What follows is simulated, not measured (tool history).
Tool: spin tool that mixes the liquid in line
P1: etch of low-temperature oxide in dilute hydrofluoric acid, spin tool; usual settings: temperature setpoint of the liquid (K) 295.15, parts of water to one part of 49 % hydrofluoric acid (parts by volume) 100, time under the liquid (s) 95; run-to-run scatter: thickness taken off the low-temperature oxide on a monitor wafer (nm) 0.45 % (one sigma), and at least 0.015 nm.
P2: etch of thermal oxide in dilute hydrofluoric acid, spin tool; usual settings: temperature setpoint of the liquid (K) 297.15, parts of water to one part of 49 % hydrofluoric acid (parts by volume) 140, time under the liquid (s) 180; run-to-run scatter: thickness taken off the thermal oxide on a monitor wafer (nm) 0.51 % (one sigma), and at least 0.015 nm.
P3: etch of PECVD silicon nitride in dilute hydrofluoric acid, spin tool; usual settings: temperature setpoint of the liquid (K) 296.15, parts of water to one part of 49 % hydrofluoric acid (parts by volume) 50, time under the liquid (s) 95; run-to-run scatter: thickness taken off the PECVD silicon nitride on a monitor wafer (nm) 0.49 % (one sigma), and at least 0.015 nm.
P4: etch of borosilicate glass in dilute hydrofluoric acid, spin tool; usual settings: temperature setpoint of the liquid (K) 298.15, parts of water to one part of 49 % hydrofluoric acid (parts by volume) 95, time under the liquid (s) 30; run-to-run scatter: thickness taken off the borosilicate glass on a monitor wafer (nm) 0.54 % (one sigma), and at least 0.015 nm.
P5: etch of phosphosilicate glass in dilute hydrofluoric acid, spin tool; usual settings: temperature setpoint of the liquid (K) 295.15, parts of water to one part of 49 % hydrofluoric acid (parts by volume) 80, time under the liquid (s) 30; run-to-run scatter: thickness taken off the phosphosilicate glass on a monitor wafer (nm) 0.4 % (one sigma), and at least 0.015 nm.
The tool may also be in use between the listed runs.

run	hour	process that ran	temperature setpoint of the liquid (K)	parts of water to one part of 49 % hydrofluoric acid (parts by volume)	time under the liquid (s)	hours since the thermometer was replaced	hours since the hydrofluoric acid flow meter was replaced	thickness taken off the low-temperature oxide on a monitor wafer (nm)	thickness taken off the borosilicate glass on a monitor wafer (nm)	thickness taken off the phosphosilicate glass on a monitor wafer (nm)	thickness taken off the PECVD silicon nitride on a monitor wafer (nm)	thickness taken off the thermal oxide on a monitor wafer (nm)
1	5.4	P1	295.15	100	95	1809.5	1296.2	13.9950				
2	10.4	P4	298.15	95	30	1814.5	1301.2		14.928			
3	15.9	P5	291.15	80	30	1820.0	1306.7			17.864		
4	21.8	P1	290.15	165	95	1825.9	1312.6	6.4818				
5	26.1	P3	296.15	20	95	1830.2	1316.9				10.5790	
6	29.7	P1	302.65	100	40	1833.8	1320.5	7.8299				
7	35.9	P3	296.15	50	95	1840.0	1326.7				4.3989	
8	41.7	P3	296.15	50	25	1845.8	1332.5				1.1086	
9	45.9	P5	295.15	80	30	1850.0	1336.7			21.271		
10	51.7	P5	295.15	30	30	1855.8	1342.5			60.205		
11	56.7	P1	302.65	100	95	1860.8	1347.5	18.5230				
12	61.6	P3	296.15	50	95	1865.7	1352.4				4.3419	
13	69.4	P4	290.15	95	30	1873.5	1360.2		10.770			
14	73.0	P1	295.15	100	95	1877.1	1363.8	13.8580				
15	77.3	P1	295.15	100	25	1881.4	1368.1	3.7067				
16	83.3	P1	295.15	100	185	1887.4	1374.1	27.1520				
17	87.5	P5	295.15	80	45	1891.6	1378.3			31.801		
18	95.1	P1	295.15	100	95	1899.2	1385.9	13.8730				
19	99.5	P2	290.15	140	180	1903.6	1390.3					4.2204
20	105.8	P5	295.15	80	30	1909.9	1396.6			20.939		
21	112.0	P4	298.15	30	30	1916.1	1402.8		51.565			
22	120.2	P1	295.15	170	95	1924.3	1411.0	7.5415				
23	124.9	P2	297.15	140	50	1929.0	1415.7					1.5585
24	130.4	P4	298.15	95	55	1934.5	1421.2		27.259			
25	134.9	P1	295.15	100	95	1939.0	1425.7	13.9880				
26	140.2	P1	290.15	100	95	1944.3	1431.0	11.2950				
27	144.1	P2	297.15	140	180	1948.2	1434.9					5.5341
28	151.2	P1	295.15	45	95	1955.3	1442.0	32.9130				
29	154.8	P2	297.15	140	180	1958.9	1445.6					5.5601
30	161.6	P3	290.15	50	95	1965.7	1452.4				2.8422	
31	166.5	P1	299.65	100	170	1970.6	1457.3	29.7810				
32	170.8	P2	297.15	85	180	1974.9	1461.6					9.7843
33	175.2	P1	295.15	100	95	1979.3	1466.0	13.9360				
34	181.1	P1	295.15	100	95	1985.2	1471.9	13.1730				
35	185.9	P1	295.15	100	95	1990.0	1476.7	13.0000				
36	191.5	P1	295.15	100	95	1995.6	1482.3	12.7410				
37	197.7	P1	295.15	100	95	2001.8	1488.5	12.6280				
38	204.4	P1	295.15	100	95	2008.5	1495.2	12.7790				
39	208.1	P1	295.15	100	95	2012.2	1498.9	12.6340				

What P1 gives has crept away from where it was. These 2 causes fit the log equally well, each at the size given:
A: hydrofluoric acid flow below the setpoint (%) = 8.24
B: liquid colder than its thermometer reads (K) = 2.37
The creep began at about hour 175.2.

4 check runs are offered, one wafer each, their results left as question marks. Which one tells the causes apart?
check 1	211.8	P4	298.15	50	30				?			
check 2	211.8	P2	290.15	140	75							?
check 3	211.8	P3	291.65	50	95						?	
check 4	211.8	P5	291.15	80	45					?		

What each check would give under each cause:
check	result	if A	if B
check 1	thickness taken off the borosilicate glass on a monitor wafer (nm)	27.476	27.323
check 2	thickness taken off the thermal oxide on a monitor wafer (nm)	1.5890	1.5880
check 3	thickness taken off the PECVD silicon nitride on a monitor wafer (nm)	2.9335	2.6957
check 4	thickness taken off the phosphosilicate glass on a monitor wafer (nm)	24.484	24.300
How far apart the two closest causes lie, in the result that separates them most: check 1 0.56 %; check 2 0.06 %; check 3 8.45 %; check 4 0.76 %
Only check 3 tells the causes apart: in the others they would give nearly the same result.

Then check 3 was run and gave: thickness taken off the PECVD silicon nitride on a monitor wafer (nm) 2.9711. Which cause is it?

It is A: hydrofluoric acid flow below the setpoint (%).

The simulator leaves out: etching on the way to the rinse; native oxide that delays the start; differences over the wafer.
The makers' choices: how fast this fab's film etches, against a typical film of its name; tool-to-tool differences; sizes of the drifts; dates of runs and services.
